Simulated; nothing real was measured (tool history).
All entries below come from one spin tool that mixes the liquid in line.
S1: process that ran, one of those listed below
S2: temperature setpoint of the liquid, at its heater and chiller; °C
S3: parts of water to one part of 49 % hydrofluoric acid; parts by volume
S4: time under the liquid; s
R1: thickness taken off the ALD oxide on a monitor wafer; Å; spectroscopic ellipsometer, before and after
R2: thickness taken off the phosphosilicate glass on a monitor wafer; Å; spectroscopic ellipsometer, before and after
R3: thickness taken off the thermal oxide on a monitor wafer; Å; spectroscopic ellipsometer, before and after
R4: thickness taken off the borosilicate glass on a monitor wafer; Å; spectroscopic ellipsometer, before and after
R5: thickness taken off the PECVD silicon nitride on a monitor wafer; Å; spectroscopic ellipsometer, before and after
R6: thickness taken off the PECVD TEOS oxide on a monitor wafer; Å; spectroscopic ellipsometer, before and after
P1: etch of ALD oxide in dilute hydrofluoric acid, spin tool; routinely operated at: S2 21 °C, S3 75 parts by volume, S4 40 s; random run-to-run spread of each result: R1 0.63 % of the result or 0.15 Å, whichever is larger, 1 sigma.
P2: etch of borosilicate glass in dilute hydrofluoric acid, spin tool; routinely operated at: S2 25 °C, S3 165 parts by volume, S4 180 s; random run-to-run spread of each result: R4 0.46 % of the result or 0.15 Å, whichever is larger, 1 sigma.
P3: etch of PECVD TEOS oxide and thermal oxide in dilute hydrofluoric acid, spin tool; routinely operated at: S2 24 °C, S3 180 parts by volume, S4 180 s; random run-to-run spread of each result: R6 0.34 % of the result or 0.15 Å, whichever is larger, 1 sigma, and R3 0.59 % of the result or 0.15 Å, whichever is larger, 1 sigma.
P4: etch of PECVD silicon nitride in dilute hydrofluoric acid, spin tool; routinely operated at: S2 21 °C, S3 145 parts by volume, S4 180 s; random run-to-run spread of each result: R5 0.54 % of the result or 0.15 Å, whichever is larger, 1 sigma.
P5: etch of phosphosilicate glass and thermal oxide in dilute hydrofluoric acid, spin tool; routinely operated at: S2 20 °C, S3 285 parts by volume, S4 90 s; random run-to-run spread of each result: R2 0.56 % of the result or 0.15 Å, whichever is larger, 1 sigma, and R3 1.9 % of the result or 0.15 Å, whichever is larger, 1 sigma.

{"run": 1, "day": 0.65, "S1": "P1", "S2": 21, "S3": 75, "S4": 40, "R1": 51.165}
{"run": 2, "day": 1.054, "S1": "P5", "S2": 20, "S3": 285, "S4": 165, "R2": 251.61, "R3": 19.083}
{"run": 3, "day": 1.4, "S1": "P1", "S2": 27, "S3": 25, "S4": 40, "R1": 214.03}
{"run": 4, "day": 1.85, "S1": "P1", "S2": 21, "S3": 75, "S4": 40, "R1": 51.509}
{"run": 5, "day": 2.346, "S1": "P2", "S2": 25, "S3": 165, "S4": 360, "R4": 505.39}
{"run": 6, "day": 2.738, "S1": "P5", "S2": 20, "S3": 70, "S4": 90, "R2": 694.5, "R3": 54.609}
{"run": 7, "day": 3.071, "S1": "P2", "S2": 17, "S3": 165, "S4": 180, "R4": 185.77}
{"run": 8, "day": 3.633, "S1": "P1", "S2": 27.5, "S3": 75, "S4": 40, "R1": 67.173}
{"run": 9, "day": 4.238, "S1": "P1", "S2": 21, "S3": 20, "S4": 40, "R1": 207.08}
{"run": 10, "day": 4.796, "S1": "P4", "S2": 21, "S3": 145, "S4": 180, "R5": 59.11}
{"run": 11, "day": 5.425, "S1": "P1", "S2": 21, "S3": 75, "S4": 20, "R1": 25.692}
{"run": 12, "day": 6.096, "S1": "P3", "S2": 24, "S3": 180, "S4": 180, "R3": 43.137, "R6": 118.2}
{"run": 13, "day": 6.479, "S1": "P2", "S2": 25, "S3": 75, "S4": 180, "R4": 616.86}
{"run": 14, "day": 6.992, "S1": "P3", "S2": 24, "S3": 180, "S4": 280, "R3": 67.15, "R6": 184.16}
{"run": 15, "day": 7.621, "S1": "P1", "S2": 21, "S3": 75, "S4": 40, "R1": 51.932}
{"run": 16, "day": 8.142, "S1": "P2", "S2": 25, "S3": 165, "S4": 180, "R4": 252.46}
{"run": 17, "day": 8.708, "S1": "P1", "S2": 17, "S3": 75, "S4": 40, "R1": 43.607}
{"run": 18, "day": 9.121, "S1": "P5", "S2": 20, "S3": 285, "S4": 90, "R2": 136.42, "R3": 10.281}
{"run": 19, "day": 9.454, "S1": "P5", "S2": 17, "S3": 285, "S4": 90, "R2": 122.85, "R3": 9.3397}
{"run": 20, "day": 10.092, "S1": "P4", "S2": 17, "S3": 145, "S4": 180, "R5": 44.879}

Run 21, settings as shown, results not yet in. Your forecast:
{"run": 21, "day": 10.612, "S1": "P1", "S2": 21, "S3": 125, "S4": 40, "R1": "?"}

R1: 29.264 Å
